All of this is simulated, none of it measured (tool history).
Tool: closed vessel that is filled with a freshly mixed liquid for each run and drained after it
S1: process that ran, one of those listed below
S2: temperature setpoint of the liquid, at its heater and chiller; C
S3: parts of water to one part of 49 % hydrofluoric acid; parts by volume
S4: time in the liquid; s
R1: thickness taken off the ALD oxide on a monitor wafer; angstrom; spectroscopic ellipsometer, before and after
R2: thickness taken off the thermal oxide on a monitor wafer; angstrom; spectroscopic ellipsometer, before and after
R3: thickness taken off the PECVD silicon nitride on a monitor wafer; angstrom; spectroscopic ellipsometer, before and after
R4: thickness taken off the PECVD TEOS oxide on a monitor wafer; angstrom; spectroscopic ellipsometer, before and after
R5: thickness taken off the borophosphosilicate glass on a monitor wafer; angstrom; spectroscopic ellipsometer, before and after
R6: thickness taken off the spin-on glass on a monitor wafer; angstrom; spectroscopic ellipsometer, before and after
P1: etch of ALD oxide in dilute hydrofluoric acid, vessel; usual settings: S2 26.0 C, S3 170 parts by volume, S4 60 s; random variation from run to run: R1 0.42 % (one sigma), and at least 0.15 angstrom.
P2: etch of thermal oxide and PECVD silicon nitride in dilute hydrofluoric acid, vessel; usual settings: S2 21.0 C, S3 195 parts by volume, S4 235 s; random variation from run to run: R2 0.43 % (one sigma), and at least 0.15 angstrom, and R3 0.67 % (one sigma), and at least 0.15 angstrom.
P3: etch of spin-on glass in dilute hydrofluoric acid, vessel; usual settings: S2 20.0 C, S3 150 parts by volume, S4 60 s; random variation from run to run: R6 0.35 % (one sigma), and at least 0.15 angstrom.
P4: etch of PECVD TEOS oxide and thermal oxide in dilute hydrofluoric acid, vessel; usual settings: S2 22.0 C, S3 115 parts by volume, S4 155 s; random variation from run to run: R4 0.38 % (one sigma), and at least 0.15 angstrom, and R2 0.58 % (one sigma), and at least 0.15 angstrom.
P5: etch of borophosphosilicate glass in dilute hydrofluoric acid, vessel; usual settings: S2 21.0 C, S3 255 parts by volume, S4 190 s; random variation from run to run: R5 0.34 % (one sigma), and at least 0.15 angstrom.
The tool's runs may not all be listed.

{"run": 1, "hour": 12.0, "S1": "P1", "S2": 26.0, "S3": 170, "S4": 60, "R1": 73.554}
{"run": 2, "hour": 23.3, "S1": "P1", "S2": 26.0, "S3": 170, "S4": 60, "R1": 73.293}
{"run": 3, "hour": 33.6, "S1": "P1", "S2": 26.0, "S3": 170, "S4": 60, "R1": 73.056}
{"run": 4, "hour": 41.6, "S1": "P2", "S2": 21.0, "S3": 345, "S4": 235, "R2": 24.46, "R3": 21.641}
{"run": 5, "hour": 51.9, "S1": "P2", "S2": 21.0, "S3": 195, "S4": 235, "R2": 49.866, "R3": 37.752}
{"run": 6, "hour": 63.1, "S1": "P4", "S2": 22.0, "S3": 200, "S4": 155, "R2": 30.474, "R4": 74.733}
{"run": 7, "hour": 68.4, "S1": "P2", "S2": 29.0, "S3": 195, "S4": 235, "R2": 67.137, "R3": 62.296}
{"run": 8, "hour": 77.5, "S1": "P5", "S2": 17.0, "S3": 255, "S4": 190, "R5": 165.1}
{"run": 9, "hour": 85.9, "S1": "P1", "S2": 26.0, "S3": 170, "S4": 60, "R1": 73.723}
{"run": 10, "hour": 92.8, "S1": "P4", "S2": 22.0, "S3": 115, "S4": 155, "R2": 58.301, "R4": 142.54}
{"run": 11, "hour": 100.3, "S1": "P1", "S2": 19.5, "S3": 170, "S4": 60, "R1": 57.314}
{"run": 12, "hour": 112.0, "S1": "P1", "S2": 32.0, "S3": 170, "S4": 60, "R1": 90.401}
{"run": 13, "hour": 118.7, "S1": "P3", "S2": 20.0, "S3": 150, "S4": 30, "R6": 61.113}
{"run": 14, "hour": 129.1, "S1": "P4", "S2": 17.0, "S3": 115, "S4": 155, "R2": 47.213, "R4": 117.19}
{"run": 15, "hour": 136.6, "S1": "P1", "S2": 26.0, "S3": 80, "S4": 60, "R1": 172.78}
{"run": 16, "hour": 143.0, "S1": "P2", "S2": 21.0, "S3": 195, "S4": 365, "R2": 76.516, "R3": 58.569}
{"run": 17, "hour": 148.5, "S1": "P1", "S2": 26.0, "S3": 170, "S4": 30, "R1": 36.457}
{"run": 18, "hour": 159.3, "S1": "P5", "S2": 21.0, "S3": 470, "S4": 190, "R5": 86.303}
{"run": 19, "hour": 165.6, "S1": "P5", "S2": 21.0, "S3": 255, "S4": 30, "R5": 30.384}
{"run": 20, "hour": 172.9, "S1": "P2", "S2": 21.0, "S3": 195, "S4": 235, "R2": 49.898, "R3": 37.527}
{"run": 21, "hour": 181.5, "S1": "P4", "S2": 22.0, "S3": 115, "S4": 30, "R2": 11.329, "R4": 27.54}
{"run": 22, "hour": 192.9, "S1": "P5", "S2": 21.0, "S3": 255, "S4": 190, "R5": 191.59}
{"run": 23, "hour": 199.6, "S1": "P3", "S2": 20.0, "S3": 25, "S4": 60, "R6": 840.02}
{"run": 24, "hour": 208.4, "S1": "P1", "S2": 26.0, "S3": 170, "S4": 90, "R1": 109.91}
{"run": 25, "hour": 215.9, "S1": "P1", "S2": 22.5, "S3": 170, "S4": 90, "R1": 96.394}
{"run": 26, "hour": 226.8, "S1": "P1", "S2": 26.0, "S3": 230, "S4": 115, "R1": 96.981}
{"run": 27, "hour": 238.0, "S1": "P3", "S2": 26.5, "S3": 150, "S4": 60, "R6": 156.45}
{"run": 28, "hour": 248.0, "S1": "P1", "S2": 26.0, "S3": 170, "S4": 60, "R1": 73.264}
{"run": 29, "hour": 260.0, "S1": "P3", "S2": 20.0, "S3": 150, "S4": 60, "R6": 123.03}
{"run": 30, "hour": 265.7, "S1": "P5", "S2": 21.0, "S3": 255, "S4": 190, "R5": 191.04}
{"run": 31, "hour": 277.2, "S1": "P1", "S2": 26.0, "S3": 310, "S4": 60, "R1": 34.554}
{"run": 32, "hour": 283.0, "S1": "P4", "S2": 22.0, "S3": 115, "S4": 155, "R2": 57.943, "R4": 142.44}
{"run": 33, "hour": 294.1, "S1": "P1", "S2": 26.0, "S3": 170, "S4": 60, "R1": 72.505}
{"run": 34, "hour": 301.6, "S1": "P1", "S2": 26.0, "S3": 170, "S4": 60, "R1": 71.336}
{"run": 35, "hour": 313.3, "S1": "P1", "S2": 26.0, "S3": 170, "S4": 60, "R1": 69.509}
{"run": 36, "hour": 324.9, "S1": "P1", "S2": 26.0, "S3": 170, "S4": 60, "R1": 68.213}
{"run": 37, "hour": 333.2, "S1": "P1", "S2": 26.0, "S3": 170, "S4": 60, "R1": 67.526}
{"run": 38, "hour": 338.5, "S1": "P1", "S2": 26.0, "S3": 170, "S4": 60, "R1": 68.004}
{"run": 39, "hour": 348.6, "S1": "P1", "S2": 26.0, "S3": 170, "S4": 60, "R1": 67.781}
{"run": 40, "hour": 358.4, "S1": "P1", "S2": 26.0, "S3": 170, "S4": 60, "R1": 67.681}
{"run": 41, "hour": 367.4, "S1": "P1", "S2": 26.0, "S3": 170, "S4": 60, "R1": 67.308}

What P1 gives has crept away from where it was. These 2 causes fit the log equally well, each at the size given:
A: hydrofluoric acid flow below the setpoint (%) = 6.47
B: liquid colder than its thermometer reads (K) = 2.16
The creep began at about hour 294.1.

4 check runs are offered, one wafer each, their results left as question marks. Which one tells the causes apart?
{"run": "check 1", "hour": 376.4, "S1": "P3", "S2": 24.0, "S3": 150, "S4": 60, "R6": "?"}
{"run": "check 2", "hour": 376.4, "S1": "P5", "S2": 17.0, "S3": 255, "S4": 115, "R5": "?"}
{"run": "check 3", "hour": 376.4, "S1": "P4", "S2": 19.0, "S3": 165, "S4": 155, "R2": "?", "R4": "?"}
{"run": "check 4", "hour": 376.4, "S1": "P2", "S2": 27.0, "S3": 195, "S4": 235, "R2": "?", "R3": "?"}

What each check would give under each cause:
check=check_1 result=R6 if_A=132.380 if_B=131.740
check=check_2 result=R5 if_A=91.843 if_B=91.599
check=check_3 result=R2 if_A=31.369 if_B=31.094
check=check_3 result=R4 if_A=77.629 if_B=76.947
check=check_4 result=R2 if_A=57.142 if_B=57.368
check=check_4 result=R3 if_A=51.525 if_B=48.174
How far apart the two closest causes lie, in the result that separates them most: check 1 0.48 %; check 2 0.27 %; check 3 0.88 %; check 4 6.72 %
Only check 4 tells the causes apart: in the others they would give nearly the same result.

Then check 4 was run and gave: R2 56.981 angstrom; R3 51.732 angstrom. Which cause is it?

It is A: hydrofluoric acid flow below the setpoint (%).

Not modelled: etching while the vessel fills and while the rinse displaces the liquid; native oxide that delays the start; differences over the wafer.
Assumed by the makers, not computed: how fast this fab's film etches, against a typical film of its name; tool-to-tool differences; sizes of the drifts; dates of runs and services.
